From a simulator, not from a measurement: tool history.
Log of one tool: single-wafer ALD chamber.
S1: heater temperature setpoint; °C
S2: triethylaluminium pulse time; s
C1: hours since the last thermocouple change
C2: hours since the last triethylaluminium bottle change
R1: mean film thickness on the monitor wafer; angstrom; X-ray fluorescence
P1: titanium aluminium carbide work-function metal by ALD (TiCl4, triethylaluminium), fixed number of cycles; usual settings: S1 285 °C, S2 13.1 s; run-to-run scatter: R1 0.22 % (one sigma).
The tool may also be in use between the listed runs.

run 1 hour=18.1 | S1=285 S2=13.1 | C1=287.8 C2=115.6 | R1=19.032
run 2 hour=29.3 | S1=285 S2=13.1 | C1=299 C2=126.8 | R1=18.93
run 3 hour=43.2 | S1=285 S2=13.1 | C1=312.9 C2=140.7 | R1=18.955
run 4 hour=52.4 | S1=271 S2=17.77 | C1=322.1 C2=149.9 | R1=17.873
run 5 hour=63.8 | S1=285 S2=5.58 | C1=333.5 C2=161.3 | R1=16.339
run 6 hour=76.4 | S1=285 S2=13.1 | C1=346.1 C2=173.9 | R1=19.006
run 7 hour=94.6 | S1=285 S2=20.02 | C1=364.3 C2=192.1 | R1=19.141
run 8 hour=108.9 | S1=309 S2=13.1 | C1=378.6 C2=206.4 | R1=21.088
run 9 hour=123.4 | S1=285 S2=13.1 | C1=393.1 C2=220.9 | R1=18.908
run 10 hour=141.1 | S1=264 S2=13.1 | C1=410.8 C2=238.6 | R1=17.187
run 11 hour=157.7 | S1=271 S2=5.26 | C1=427.4 C2=255.2 | R1=15.02
run 12 hour=172.4 | S1=285 S2=13.1 | C1=442.1 C2=269.9 | R1=19.005
run 13 hour=189.6 | S1=285 S2=13.1 | C1=459.3 C2=287.1 | R1=18.739
run 14 hour=203 | S1=285 S2=13.1 | C1=472.7 C2=300.5 | R1=18.64
run 15 hour=213.7 | S1=285 S2=13.1 | C1=483.4 C2=311.2 | R1=18.539
run 16 hour=228.1 | S1=285 S2=13.1 | C1=497.8 C2=325.6 | R1=18.582
run 17 hour=241.3 | S1=285 S2=13.1 | C1=511 C2=338.8 | R1=18.528

The next listed run, before its measurement:
run 18 hour=258.4 | S1=285 S2=13.1 | C1=528.1 C2=355.9 | R1=?

Run 18 gave R1 18.502 angstrom.

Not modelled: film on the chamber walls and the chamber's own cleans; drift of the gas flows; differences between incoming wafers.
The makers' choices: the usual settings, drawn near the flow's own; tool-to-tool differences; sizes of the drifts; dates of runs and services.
